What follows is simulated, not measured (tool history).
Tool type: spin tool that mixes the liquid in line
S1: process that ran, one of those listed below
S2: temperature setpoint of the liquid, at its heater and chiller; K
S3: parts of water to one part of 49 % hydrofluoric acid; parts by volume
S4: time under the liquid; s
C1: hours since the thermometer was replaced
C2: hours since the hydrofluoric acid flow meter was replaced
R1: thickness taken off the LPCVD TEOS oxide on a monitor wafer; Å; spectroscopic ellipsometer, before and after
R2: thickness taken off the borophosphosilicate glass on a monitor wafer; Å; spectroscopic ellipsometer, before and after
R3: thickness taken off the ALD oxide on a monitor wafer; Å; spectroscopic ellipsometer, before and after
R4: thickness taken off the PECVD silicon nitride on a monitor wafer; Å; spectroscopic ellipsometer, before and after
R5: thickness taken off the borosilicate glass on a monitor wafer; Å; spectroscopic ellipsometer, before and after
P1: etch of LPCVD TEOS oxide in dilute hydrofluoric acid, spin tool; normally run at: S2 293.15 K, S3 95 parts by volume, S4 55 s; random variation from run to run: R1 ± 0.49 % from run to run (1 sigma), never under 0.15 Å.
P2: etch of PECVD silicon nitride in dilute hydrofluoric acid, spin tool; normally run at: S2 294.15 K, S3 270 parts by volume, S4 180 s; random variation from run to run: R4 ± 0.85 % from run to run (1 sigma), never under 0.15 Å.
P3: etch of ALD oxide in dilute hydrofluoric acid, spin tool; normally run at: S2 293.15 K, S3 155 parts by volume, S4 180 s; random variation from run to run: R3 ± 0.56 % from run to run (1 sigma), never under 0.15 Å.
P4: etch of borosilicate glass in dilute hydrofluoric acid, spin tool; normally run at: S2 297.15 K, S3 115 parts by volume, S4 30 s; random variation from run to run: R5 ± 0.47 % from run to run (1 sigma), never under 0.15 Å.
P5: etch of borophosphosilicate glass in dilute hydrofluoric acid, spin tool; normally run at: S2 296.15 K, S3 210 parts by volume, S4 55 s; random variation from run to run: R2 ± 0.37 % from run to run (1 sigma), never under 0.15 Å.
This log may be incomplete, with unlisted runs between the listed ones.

Run 1, hour 2.3: S1 P1, S2 293.15 K, S3 95 parts by volume, S4 55 s; C1 692.8; C2 801.7. Result: R1 161.470 Å.
Run 2, hour 7.5: S1 P5, S2 296.15 K, S3 210 parts by volume, S4 55 s; C1 698.0; C2 806.9. Result: R2 107.15 Å.
Run 3, hour 11.1: S1 P5, S2 296.15 K, S3 210 parts by volume, S4 100 s; C1 701.6; C2 810.5. Result: R2 194.22 Å.
Run 4, hour 14.8: S1 P1, S2 293.15 K, S3 95 parts by volume, S4 55 s; C1 705.3; C2 814.2. Result: R1 162.080 Å.
Run 5, hour 17.2: S1 P1, S2 290.15 K, S3 95 parts by volume, S4 55 s; C1 707.7; C2 816.6. Result: R1 141.320 Å.
Run 6, hour 21.4: S1 P3, S2 290.15 K, S3 155 parts by volume, S4 180 s; C1 711.9; C2 820.8. Result: R3 106.920 Å.
Run 7, hour 26.4: S1 P3, S2 293.15 K, S3 240 parts by volume, S4 180 s; C1 716.9; C2 825.8. Result: R3 72.185 Å.
Run 8, hour 29.1: S1 P1, S2 300.65 K, S3 95 parts by volume, S4 55 s; C1 719.6; C2 828.5. Result: R1 216.230 Å.
Run 9, hour 33.8: S1 P1, S2 293.15 K, S3 140 parts by volume, S4 55 s; C1 724.3; C2 833.2. Result: R1 104.080 Å.
Run 10, hour 37.8: S1 P1, S2 293.15 K, S3 40 parts by volume, S4 55 s; C1 728.3; C2 837.2. Result: R1 406.860 Å.
Run 11, hour 40.6: S1 P1, S2 293.15 K, S3 95 parts by volume, S4 55 s; C1 731.1; C2 840.0. Result: R1 159.450 Å.
Run 12, hour 43.6: S1 P3, S2 293.15 K, S3 155 parts by volume, S4 180 s; C1 734.1; C2 843.0. Result: R3 121.290 Å.
Run 13, hour 48.6: S1 P1, S2 297.15 K, S3 50 parts by volume, S4 55 s; C1 739.1; C2 848.0. Result: R1 380.070 Å.
Run 14, hour 52.8: S1 P2, S2 294.15 K, S3 270 parts by volume, S4 50 s; C1 743.3; C2 852.2. Result: R4 7.1939 Å.
Run 15, hour 57.2: S1 P4, S2 297.15 K, S3 115 parts by volume, S4 55 s; C1 747.7; C2 856.6. Result: R5 142.770 Å.
Run 16, hour 59.8: S1 P1, S2 290.15 K, S3 40 parts by volume, S4 55 s; C1 750.3; C2 859.2. Result: R1 359.290 Å.
Run 17, hour 65.0: S1 P5, S2 296.15 K, S3 110 parts by volume, S4 55 s; C1 755.5; C2 864.4. Result: R2 227.40 Å.
Run 18, hour 67.9: S1 P1, S2 293.15 K, S3 95 parts by volume, S4 55 s; C1 758.4; C2 867.3. Result: R1 159.570 Å.
Run 19, hour 71.1: S1 P1, S2 293.15 K, S3 95 parts by volume, S4 15 s; C1 761.6; C2 870.5. Result: R1 43.665 Å.
Run 20, hour 75.4: S1 P1, S2 293.15 K, S3 95 parts by volume, S4 90 s; C1 765.9; C2 874.8. Result: R1 263.120 Å.
At hour 76.6: thermometer replaced.
Run 21, hour 79.9: S1 P2, S2 299.15 K, S3 270 parts by volume, S4 180 s; C1 3.4; C2 879.3. Result: R4 35.5140 Å.
Run 22, hour 84.5: S1 P4, S2 297.15 K, S3 55 parts by volume, S4 30 s; C1 8.0; C2 883.9. Result: R5 177.560 Å.
Run 23, hour 87.3: S1 P4, S2 297.15 K, S3 115 parts by volume, S4 30 s; C1 10.8; C2 886.7. Result: R5 79.140 Å.
Run 24, hour 91.8: S1 P1, S2 293.15 K, S3 95 parts by volume, S4 55 s; C1 15.3; C2 891.2. Result: R1 161.710 Å.

Run 25, settings as shown, results not yet in. Your forecast:
Run 25, hour 95.8: S1 P4, S2 290.15 K, S3 115 parts by volume, S4 30 s; C1 19.3; C2 895.2. Result: R5 ?.

R5: 59.198 Å
